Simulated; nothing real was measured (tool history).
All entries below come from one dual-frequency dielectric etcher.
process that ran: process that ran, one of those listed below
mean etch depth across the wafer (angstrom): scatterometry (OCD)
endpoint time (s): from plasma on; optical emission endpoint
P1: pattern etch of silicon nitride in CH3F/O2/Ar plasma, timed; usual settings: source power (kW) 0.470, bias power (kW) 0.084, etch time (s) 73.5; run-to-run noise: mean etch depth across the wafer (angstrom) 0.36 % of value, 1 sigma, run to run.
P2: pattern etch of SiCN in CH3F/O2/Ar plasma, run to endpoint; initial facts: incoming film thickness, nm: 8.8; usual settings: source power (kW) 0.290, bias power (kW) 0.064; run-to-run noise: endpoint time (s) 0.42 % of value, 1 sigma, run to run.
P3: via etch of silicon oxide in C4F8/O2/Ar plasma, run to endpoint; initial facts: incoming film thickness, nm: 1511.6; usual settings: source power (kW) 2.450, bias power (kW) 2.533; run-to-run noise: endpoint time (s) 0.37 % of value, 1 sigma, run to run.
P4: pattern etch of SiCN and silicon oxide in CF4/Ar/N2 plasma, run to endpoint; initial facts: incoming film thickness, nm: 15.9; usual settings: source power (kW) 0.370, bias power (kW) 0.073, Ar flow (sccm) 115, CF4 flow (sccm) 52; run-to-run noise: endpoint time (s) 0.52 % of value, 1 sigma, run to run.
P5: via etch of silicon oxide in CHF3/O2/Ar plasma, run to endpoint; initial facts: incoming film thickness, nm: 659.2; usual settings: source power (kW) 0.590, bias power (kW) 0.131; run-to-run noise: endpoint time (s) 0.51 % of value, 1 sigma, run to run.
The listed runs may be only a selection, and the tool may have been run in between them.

run	hour	process that ran	source power (kW)	bias power (kW)	etch time (s)	Ar flow (sccm)	CF4 flow (sccm)	hours since the last wet clean	hours since the last source power generator calibration	hours since the last bias power generator calibration	mean etch depth across the wafer (angstrom)	endpoint time (s)
1	9.2	P1	0.470	0.084	73.5			486.7	729.8	1928.1	576.32	
2	18.7	P1	0.470	0.068	73.5			496.2	739.3	1937.6	533.59	
3	26.8	P4	0.370	0.053		115	52	504.3	747.4	1945.7		25.527
4	38.0	P1	0.470	0.084	73.5			515.5	758.6	1956.9	577.84	
5	46.2	P1	0.470	0.084	73.5			523.7	766.8	1965.1	572.12	
# hour 48.2: bias power generator calibrated
6	58.9	P1	0.300	0.084	73.5			536.4	779.5	10.8	484.35	
7	71.4	P2	0.400	0.064				548.9	792.0	23.3		24.583
8	80.5	P5	0.450	0.131				558.0	801.1	32.4		405.300
9	92.9	P1	0.580	0.060	73.5			570.4	813.5	44.8	560.92	
10	98.9	P4	0.510	0.073		115	52	576.4	819.5	50.8		17.336
11	107.9	P2	0.290	0.087				585.4	828.5	59.8		24.882
12	121.8	P4	0.370	0.073		115	52	599.3	842.4	73.7		22.826
13	135.5	P1	0.470	0.084	92.0			613.0	856.1	87.4	724.00	
14	145.7	P3	1.990	2.533				623.2	866.3	97.6		281.380
15	152.4	P4	0.370	0.073		115	74	629.9	873.0	104.3		21.713
16	160.6	P3	2.450	3.466				638.1	881.2	112.5		235.040
17	166.8	P5	0.590	0.185				644.3	887.4	118.7		325.000
18	180.0	P1	0.470	0.084	73.5			657.5	900.6	131.9	575.04	
19	189.6	P1	0.470	0.084	73.5			667.1	910.2	141.5	576.30	
20	202.0	P1	0.470	0.118	73.5			679.5	922.6	153.9	649.55	
# hour 210.0: source power generator calibrated
21	213.4	P4	0.370	0.073		115	52	690.9	3.4	165.3		22.682
22	225.7	P3	2.450	2.533				703.2	15.7	177.6		257.540
23	234.9	P1	0.650	0.084	73.5			712.4	24.9	186.8	652.95	
24	242.2	P1	0.470	0.084	53.0			719.7	32.2	194.1	416.49	
25	250.1	P5	0.590	0.131				727.6	40.1	202.0		363.910
26	261.8	P2	0.290	0.064				739.3	51.8	213.7		27.966
27	272.9	P5	0.590	0.131				750.4	62.9	224.8		364.850
28	282.5	P4	0.370	0.073		151	52	760.0	72.5	234.4		23.588
29	295.4	P2	0.290	0.064				772.9	85.4	247.3		27.836
30	304.3	P1	0.470	0.084	73.5			781.8	94.3	256.2	574.08	
31	314.9	P1	0.470	0.084	73.5			792.4	104.9	266.8	571.10	
32	328.5	P1	0.470	0.084	73.5			806.0	118.5	280.4	571.43	
33	342.3	P1	0.470	0.084	73.5			819.8	132.3	294.2	570.37	
34	352.5	P1	0.470	0.084	73.5			830.0	142.5	304.4	568.99	
35	364.4	P1	0.470	0.084	73.5			841.9	154.4	316.3	564.41	
# hour 368.2: wet clean of the chamber
36	372.3	P1	0.470	0.084	73.5			4.1	162.3	324.2	566.58	
37	380.8	P1	0.470	0.084	73.5			12.6	170.8	332.7	564.77	
38	388.6	P1	0.470	0.084	73.5			20.4	178.6	340.5	565.28	
39	395.9	P1	0.470	0.084	73.5			27.7	185.9	347.8	565.15	
40	409.6	P1	0.470	0.084	73.5			41.4	199.6	361.5	564.92	

The output of P1 has drifted from where it used to be. Each of the 2 causes below, taken at the size shown beside it, accounts for the log equally well:
A: source power that arrives under what is set, % = 4.61
B: bias power that arrives under what is set, % = 4.98
The drift started at roughly hour 304.3.
Each remaining cause and why it is not a fit:
chamber walls in a state that lowers the etch rate, %: serviced at hour 368.2, after the drift had started, without restoring the earlier output

4 check runs are offered, each on 3 wafers whose results are averaged, their results left as question marks. Which one tells the causes apart?
check 1	423.3	P2	0.380	0.086								?
check 2	423.3	P3	2.450	3.305								?
check 3	423.3	P4	0.370	0.073		145	52					?
check 4	423.3	P5	0.590	0.182								?

Outcome of each check run for each possible cause:
check	result	if A	if B
check 1	endpoint time (s)	23.069	23.096
check 2	endpoint time (s)	242.310	241.710
check 3	endpoint time (s)	24.639	24.113
check 4	endpoint time (s)	332.250	331.950
Smallest distance between any two causes, each pair judged by its most separating result, in per cent: check 1 0.12 %; check 2 0.25 %; check 3 2.15 %; check 4 0.09 %
Check 3 distinguishes between the causes, while the remaining checks would return nearly the same result for all of them.

Check 3 has now been run. It gave: endpoint time (s) 24.115. Which of the candidate causes is it?

Of the candidate causes, it is B: bias power that arrives under what is set, %.

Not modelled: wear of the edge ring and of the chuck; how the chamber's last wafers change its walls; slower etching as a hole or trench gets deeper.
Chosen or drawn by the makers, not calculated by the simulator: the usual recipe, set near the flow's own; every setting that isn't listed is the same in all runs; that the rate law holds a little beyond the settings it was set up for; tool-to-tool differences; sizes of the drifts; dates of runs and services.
